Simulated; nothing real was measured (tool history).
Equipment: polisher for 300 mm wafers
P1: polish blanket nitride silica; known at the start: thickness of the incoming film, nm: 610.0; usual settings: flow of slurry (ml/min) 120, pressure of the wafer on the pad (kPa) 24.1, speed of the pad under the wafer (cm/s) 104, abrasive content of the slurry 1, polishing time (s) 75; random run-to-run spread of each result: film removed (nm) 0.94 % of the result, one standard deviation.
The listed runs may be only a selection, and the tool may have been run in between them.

run	hour	flow of slurry (ml/min)	pressure of the wafer on the pad (kPa)	speed of the pad under the wafer (cm/s)	abrasive content of the slurry	polishing time (s)	wafers polished on this pad	hours since the slurry nozzle was cleaned	hours since the head pressure was calibrated	hours since the slurry blender was calibrated	hours since the conditioning disc was replaced	film removed (nm)
1	8.7	120	24.1	104	1	75	770	415.8	517.6	143.5	56.9	56.58
2	21.6	120	15.2	104	1	75	893	428.7	530.5	156.4	69.8	36.142
3	29	120	24.1	46	1	75	964	436.1	537.9	163.8	77.2	29.764
4	38.6	120	24.1	104	1	75	1056	445.7	547.5	173.4	86.8	57.606
# hour 41.7: conditioning disc replaced and pad reconditioned
5	49.8	120	35.2	104	1	75	1163	456.9	558.7	184.6	8.2	83.12
6	62.3	120	24.1	104	1	75	1282	469.4	571.2	197.1	20.7	56.927
7	73.6	120	24.1	104	1	107	1390	480.7	582.5	208.4	32	82.103
8	87	120	24.1	104	0.5	75	1518	494.1	595.9	221.8	45.4	39.662
9	99.5	120	24.1	164	1	75	1638	506.6	608.4	234.3	57.9	83.41
10	113.9	180	24.1	104	1	75	1775	521	622.8	248.7	72.3	62.317
11	126.2	120	24.1	104	1	75	1893	533.3	635.1	261	84.6	57.328
12	137.9	120	24.1	52	1	56	2005	545	646.8	272.7	96.3	24.718
13	147.3	120	24.1	104	1	75	2095	554.4	656.2	282.1	105.7	56.801
14	153.8	120	24.1	104	1	75	2157	560.9	662.7	288.6	112.2	56.949
15	167.4	120	24.1	104	1	42	2287	574.5	676.3	302.2	125.8	32.219
16	175.9	120	24.1	104	1.3	75	2368	583	684.8	310.7	134.3	63.703
17	184.8	70	24.1	104	1	75	2453	591.9	693.7	319.6	143.2	49.209
18	191	120	24.1	104	1	75	2512	598.1	699.9	325.8	149.4	58.536
19	204	120	24.1	104	1	75	2637	611.1	712.9	338.8	162.4	55.228
20	212.7	120	24.1	104	1	75	2720	619.8	721.6	347.5	171.1	54.71
# hour 221.7: worn pad replaced by a new one
21	223.4	120	24.1	104	1	75	16	630.5	732.3	358.2	181.8	54.249
# hour 232.2: slurry blender recalibrated
22	234.8	120	24.1	104	1	75	125	641.9	743.7	2.6	193.2	53.878
23	241.9	120	24.1	104	1	75	193	649	750.8	9.7	200.3	53.144
# hour 249.7: conditioning disc replaced and pad reconditioned
24	251.3	120	24.1	104	1	75	283	658.4	760.2	19.1	1.7	52.273
25	259	120	24.1	104	1	75	356	666.1	767.9	26.8	9.4	53.3
26	266.5	120	24.1	104	1	75	428	673.6	775.4	34.3	16.9	53.242
27	276.4	120	24.1	104	1	75	523	683.5	785.3	44.2	26.8	53.312

Something has made what P1 gives creep away from where it was; the 2 causes below, each at its own stated size, fit the log equally well:
A: slurry flow missing at the pad, % = 27
B: head's pressure below its setpoint, % = 7.41
At approximately hour 191, the process output began to creep.
Other possible causes, and why each is ruled out:
removal rate lost through wear of the pad, %: its service at hour 221.7 followed the start of the drift and did not put the process back to its old value
abrasive missing from the slurry, %: its service at hour 232.2 followed the start of the drift and did not put the process back to its old value
time polished since the conditioner stopped cutting, s: its service at hour 249.7 followed the start of the drift and did not put the process back to its old value

You are offered 4 check runs, listed below with question marks in place of their results; each one averages 5 wafers. Which run separates the listed causes by giving clearly different results for each?
check 1	286.3	120	15.2	104	0.8	75						?
check 2	286.3	80	24.1	136	1	75						?
check 3	286.3	120	33.8	144	1	75						?
check 4	286.3	120	34.5	104	1	75						?

Expected result of each check under each candidate cause:
check	result	if A	if B
check 1	film removed (nm)	29.995	29.997
check 2	film removed (nm)	57.524	59.391
check 3	film removed (nm)	96.523	96.529
check 4	film removed (nm)	75.917	75.922
Minimum pairwise separation of causes per check, each pair taken at its best-separating result: check 1 0.01 %; check 2 3.2 %; check 3 0.01 %; check 4 0.01 %
Only in check 2 would the causes give clearly different results; in the remaining checks their results would be nearly the same.

With check 2 done, the readings were: film removed (nm) 57.392. Identify which of the listed causes applies.

A is the cause: slurry flow missing at the pad, %.
